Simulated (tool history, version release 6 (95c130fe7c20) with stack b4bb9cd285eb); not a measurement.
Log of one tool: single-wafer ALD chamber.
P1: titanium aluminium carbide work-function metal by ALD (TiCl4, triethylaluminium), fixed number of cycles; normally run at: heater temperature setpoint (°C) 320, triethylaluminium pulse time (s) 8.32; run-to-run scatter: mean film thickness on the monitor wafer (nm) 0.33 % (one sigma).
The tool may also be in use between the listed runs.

run	hour	heater temperature setpoint (°C)	triethylaluminium pulse time (s)	hours since the last thermocouple change	hours since the last triethylaluminium bottle change	mean film thickness on the monitor wafer (nm)
1	12.5	320	8.32	212.3	843.1	2.1058
2	22.9	332	10.72	222.7	853.5	2.2883
3	31.6	320	8.32	231.4	862.2	2.1101
4	46.3	320	12.94	246.1	876.9	2.1945
5	61.7	320	3.11	261.5	892.3	1.4578
6	77.9	320	8.32	277.7	908.5	2.1084
7	86.4	320	8.32	286.2	917.0	2.1001
8	95.7	320	8.32	295.5	926.3	2.1000
9	109.2	310	4.74	309.0	939.8	1.7185
10	116.4	338	12.16	316.2	947.0	2.3528
11	128.4	306	8.32	328.2	959.0	1.9954
12	141.2	320	8.32	341.0	971.8	2.0939
13	150.8	344	8.32	350.6	981.4	2.2969
14	164.8	320	8.32	364.6	995.4	2.0973
15	181.0	320	8.32	380.8	1011.6	2.0808
16	195.5	320	8.32	395.3	1026.1	2.0835
17	209.4	320	8.32	409.2	1040.0	2.0710
18	218.9	320	8.32	418.7	1049.5	2.0632

Run 19 comes next. What will it give?
19	229.9	320	8.32	429.7	1060.5	?

Run 19 gave mean film thickness on the monitor wafer (nm) 2.0719.
